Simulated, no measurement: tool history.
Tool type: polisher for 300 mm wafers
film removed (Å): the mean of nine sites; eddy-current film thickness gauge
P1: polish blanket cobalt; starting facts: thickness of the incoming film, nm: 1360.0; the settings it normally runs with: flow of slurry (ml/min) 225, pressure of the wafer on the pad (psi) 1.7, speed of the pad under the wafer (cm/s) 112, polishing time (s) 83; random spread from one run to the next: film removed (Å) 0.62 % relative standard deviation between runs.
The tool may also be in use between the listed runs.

run	day	flow of slurry (ml/min)	pressure of the wafer on the pad (psi)	speed of the pad under the wafer (cm/s)	polishing time (s)	film removed (Å)
1	0.204	225	1.7	112	83	4406.8
2	0.321	225	1.7	112	83	4371.3
3	0.450	135	1.7	112	104	5087.8
4	0.638	225	1.1	112	83	2807.5
5	0.771	225	1.7	112	83	4343.5
# day 0.908: slurry nozzle cleaned
6	0.950	225	2.2	112	83	5651.1
7	1.046	225	1.7	112	121	6472.0
8	1.179	225	1.7	162	83	6348.1
9	1.296	290	1.7	112	83	4481.9
10	1.475	225	1.7	112	83	4341.9
11	1.579	225	1.7	112	83	4330.6
12	1.783	225	1.7	50	83	1959.4
13	1.967	225	1.7	112	83	4394.3
14	2.146	135	1.7	112	83	4065.0
15	2.262	225	1.7	112	61	3232.6
16	2.446	320	1.7	112	51	2808.3
17	2.588	225	1.7	112	83	4328.6
18	2.783	225	1.7	112	83	4332.6
19	2.900	225	1.7	112	83	4277.7

What will run 20 give?
20	3.096	225	1.7	112	83	?

{"run 20": {"film removed (Å)": 4230.0}}
